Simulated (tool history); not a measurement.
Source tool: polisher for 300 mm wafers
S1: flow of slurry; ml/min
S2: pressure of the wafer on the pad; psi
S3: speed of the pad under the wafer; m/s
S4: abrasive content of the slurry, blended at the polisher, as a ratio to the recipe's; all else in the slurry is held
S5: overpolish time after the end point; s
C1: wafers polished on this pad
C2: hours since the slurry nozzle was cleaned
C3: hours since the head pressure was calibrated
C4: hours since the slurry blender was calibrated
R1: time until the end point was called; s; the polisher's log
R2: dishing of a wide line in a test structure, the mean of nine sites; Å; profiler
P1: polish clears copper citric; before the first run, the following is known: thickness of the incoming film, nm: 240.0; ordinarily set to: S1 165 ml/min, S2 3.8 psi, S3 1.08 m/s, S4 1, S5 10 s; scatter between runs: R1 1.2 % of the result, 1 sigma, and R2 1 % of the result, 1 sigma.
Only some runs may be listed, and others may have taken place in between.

run	day	S1	S2	S3	S4	S5	C1	C2	C3	C4	R1	R2
1	0.342	165	3.8	1.08	1	10	420	204.3	104	281.8	65.335	254
2	0.838	100	3.8	1.08	1	10	590	216.2	115.9	293.7	73.587	237.02
3	1.158	240	3.8	1.08	1	19	700	223.9	123.6	301.4	64.917	453.68
4	1.421	165	3.8	1.08	1	10	791	230.2	129.9	307.7	67.054	258.65
5	1.729	165	5.4	1.08	1	10	897	237.6	137.3	315.1	47.907	348.56
6	2.188	165	3.8	1.08	1	10	1054	248.6	148.3	326.1	68.058	257.08
7	2.417	165	3.8	0.78	1	10	1133	254.1	153.8	331.6	91.581	194.8
8	2.65	165	3.8	1.08	1	10	1213	259.7	159.4	337.2	67.768	255.11
9	2.996	165	3.8	1.08	1	10	1332	268	167.7	345.5	67.52	252.62
10	3.371	165	1.9	1.08	1	10	1461	277	176.7	354.5	132.77	133.44
11	3.6	165	3.8	1.54	1	10	1540	282.5	182.2	360	48.068	342.72
12	3.879	165	3.8	1.08	1	10	1636	289.2	188.9	366.7	68.94	253.48
13	4.275	215	3.8	1.08	0.8	10	1772	298.7	198.4	376.2	68.664	253.8
14	4.55	165	3.8	1.08	1	3	1866	305.3	205	382.8	67.528	83.961
15	4.888	260	3.8	1.08	1	10	1982	313.4	213.1	390.9	62.937	268.25
16	5.388	165	3.8	1.08	0.55	10	2154	325.4	225.1	402.9	76.283	229.53
17	5.825	165	3.8	1.08	1.45	10	2305	335.9	235.6	413.4	62.977	273.59
18	6.183	165	3.8	1.08	1	20	2428	344.5	244.2	422	66.413	457.43
19	6.583	165	3.8	1.08	1	10	2565	354.1	253.8	431.6	67.747	252.83
20	7.025	165	3.8	1.08	1	10	2717	364.7	264.4	442.2	69.607	247.56
21	7.45	165	3.8	1.08	1	10	2863	374.9	274.6	452.4	71.721	247.54
22	7.721	165	3.8	1.08	1	10	2957	381.4	281.1	458.9	72.163	242.09
23	8.221	165	3.8	1.08	1	10	3128	393.4	293.1	470.9	71.398	239.57
# day 8.304: worn pad replaced by a new one
# day 8.642: head pressure recalibrated
24	8.65	165	3.8	1.08	1	10	120	403.7	0.2	481.2	72.349	245.84
25	9.062	165	3.8	1.08	1	10	262	413.6	10.1	491.1	71.755	241.15
26	9.525	165	3.8	1.08	1	10	421	424.7	21.2	502.2	72.548	237.34

P1 has crept away from where it was. The log is fitted equally well by each of these 2 causes, at the sizes shown:
A: slurry flow missing at the pad, % = 32.8
B: abrasive missing from the slurry, % = 30.3
The process output started creeping at around day 6.583.
The rest of the possible causes, and what rules out each one:
removal rate lost through wear of the pad, %: serviced at day 8.304, after the drift had started, without restoring the earlier output
head's pressure below its setpoint, %: serviced at day 8.642, after the drift had started, without restoring the earlier output

Below are 4 check runs, each averaged over 5 wafers, with their results shown as question marks. Which of them would give clearly different results depending on which cause is behind the drift?
check 1	9.988	165	2	1.08	0.8	10					?	?
check 2	9.988	165	3.8	1.5	1	10					?	?
check 3	9.988	100	3.8	1.08	0.8	10					?	?
check 4	9.988	165	4.8	1.08	0.6	10					?	?

Outcome of each check run for each possible cause:
check	result	if A	if B
check 1	R1	143.19	142.86
check 1	R2	127.65	127.92
check 2	R1	52.847	52.838
check 2	R2	315.64	315.69
check 3	R1	88.299	84.457
check 3	R2	201.72	209.96
check 4	R1	64.528	64.203
check 4	R2	268.06	269.24
Per check, the gap between the least separated pair of causes, taken in the result that splits them most: check 1 0.23 %; check 2 0.02 %; check 3 4.45 %; check 4 0.5 %
Check 3 distinguishes between the causes, while the remaining checks would return nearly the same result for all of them.

Then check 3 was run and gave: R1 88.847 s; R2 203.42 Å. Which cause is it?

It was cause A: slurry flow missing at the pad, %.
